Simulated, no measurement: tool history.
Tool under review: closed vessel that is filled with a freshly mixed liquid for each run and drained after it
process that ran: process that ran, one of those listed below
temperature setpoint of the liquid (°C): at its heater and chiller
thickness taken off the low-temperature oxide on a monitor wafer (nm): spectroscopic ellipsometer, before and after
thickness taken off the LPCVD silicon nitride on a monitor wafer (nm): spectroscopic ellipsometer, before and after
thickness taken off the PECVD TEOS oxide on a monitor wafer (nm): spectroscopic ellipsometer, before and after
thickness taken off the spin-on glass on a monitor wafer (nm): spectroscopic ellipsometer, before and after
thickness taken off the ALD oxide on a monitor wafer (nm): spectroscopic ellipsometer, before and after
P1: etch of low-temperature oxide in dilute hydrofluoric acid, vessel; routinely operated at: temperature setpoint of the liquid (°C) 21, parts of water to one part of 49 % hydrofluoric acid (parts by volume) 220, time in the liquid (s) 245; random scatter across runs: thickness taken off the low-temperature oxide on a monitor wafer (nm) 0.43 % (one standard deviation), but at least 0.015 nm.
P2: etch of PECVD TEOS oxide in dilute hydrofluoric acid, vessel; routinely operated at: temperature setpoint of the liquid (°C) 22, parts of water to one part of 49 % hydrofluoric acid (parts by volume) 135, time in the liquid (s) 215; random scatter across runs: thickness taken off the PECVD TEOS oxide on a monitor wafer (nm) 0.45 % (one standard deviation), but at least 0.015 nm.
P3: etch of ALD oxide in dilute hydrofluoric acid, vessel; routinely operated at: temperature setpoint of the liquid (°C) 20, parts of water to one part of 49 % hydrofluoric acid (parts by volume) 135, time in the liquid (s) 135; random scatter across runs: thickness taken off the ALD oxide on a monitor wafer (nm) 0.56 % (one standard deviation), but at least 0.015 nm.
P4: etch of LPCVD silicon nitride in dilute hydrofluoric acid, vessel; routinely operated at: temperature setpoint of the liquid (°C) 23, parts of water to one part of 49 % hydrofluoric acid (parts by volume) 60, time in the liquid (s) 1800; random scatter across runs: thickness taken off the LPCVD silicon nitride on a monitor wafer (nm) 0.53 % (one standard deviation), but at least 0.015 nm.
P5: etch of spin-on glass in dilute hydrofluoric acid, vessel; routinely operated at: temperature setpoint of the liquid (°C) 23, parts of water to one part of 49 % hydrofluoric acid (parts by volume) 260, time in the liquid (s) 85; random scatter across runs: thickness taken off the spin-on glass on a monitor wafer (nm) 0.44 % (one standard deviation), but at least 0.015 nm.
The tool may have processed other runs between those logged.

run   hour  process that ran  temperature setpoint of the liquid (°C)  parts of water to one part of 49 % hydrofluoric acid (parts by volume)  time in the liquid (s)  thickness taken off the low-temperature oxide on a monitor wafer (nm)  thickness taken off the LPCVD silicon nitride on a monitor wafer (nm)  thickness taken off the PECVD TEOS oxide on a monitor wafer (nm)  thickness taken off the spin-on glass on a monitor wafer (nm)  thickness taken off the ALD oxide on a monitor wafer (nm)
  1    6.8                P1                                       21                                                                     220                     245                                                                 10.415
  2   20.1                P4                                       23                                                                     110                    1800                                                                                                                                        8.0115
  3   27.5                P2                                       22                                                                     135                      30                                                                                                                                                                                                          4.8934
  4   40.7                P1                                       21                                                                     220                     245                                                                 10.526
  5   49.3                P5                                       23                                                                     260                      30                                                                                                                                                                                                                                                                         2.5106
  6   61.7                P1                                       21                                                                     220                     245                                                                 10.392
  7   72.1                P2                                       22                                                                     135                     215                                                                                                                                                                                                          35.345
  8     85                P1                                       17                                                                     220                     415                                                                 15.201
  9   93.5                P3                                       20                                                                     135                     200                                                                                                                                                                                                                                                                                                                                     18.32
 10  100.2                P4                                       23                                                                      60                    1800                                                                                                                                        14.464
 11  113.2                P3                                       20                                                                      20                     135                                                                                                                                                                                                                                                                                                                                    95.478
 12  124.8                P1                                       21                                                                     320                     455                                                                 12.149
 13  136.6                P3                                       20                                                                     135                     135                                                                                                                                                                                                                                                                                                                                    12.301
 14  149.3                P1                                       21                                                                     220                     245                                                                 10.492
 15  158.3                P3                                       17                                                                     135                     135                                                                                                                                                                                                                                                                                                                                    10.983
 16  165.3                P1                                       21                                                                     220                     245                                                                 10.357
 17    172                P1                                       21                                                                     220                     130                                                                 5.5272
 18  179.4                P4                                     27.5                                                                      60                    1800                                                                                                                                        19.603
 19  189.9                P1                                       21                                                                      95                     245                                                                 27.672
 20  197.6                P4                                       23                                                                      60                    2690                                                                                                                                        21.631
 21  206.2                P2                                       30                                                                     135                     215                                                                                                                                                                                                          47.613
 22  216.5                P2                                       22                                                                      75                     215                                                                                                                                                                                                          67.952
 23  229.2                P1                                       17                                                                     220                     245                                                                 8.9675
 24  237.8                P1                                       17                                                                     220                     445                                                                 16.278
 25  248.6                P2                                       22                                                                     135                     215                                                                                                                                                                                                          35.231
 26  257.2                P1                                       21                                                                     220                     245                                                                 10.436

What does the tool deliver on the next run?
 27  265.4                P5                                     29.5                                                                     260                      85                                                                                                                                                                                                                                                                              ?

{"run 27": {"thickness taken off the spin-on glass on a monitor wafer (nm)": 8.8534}}
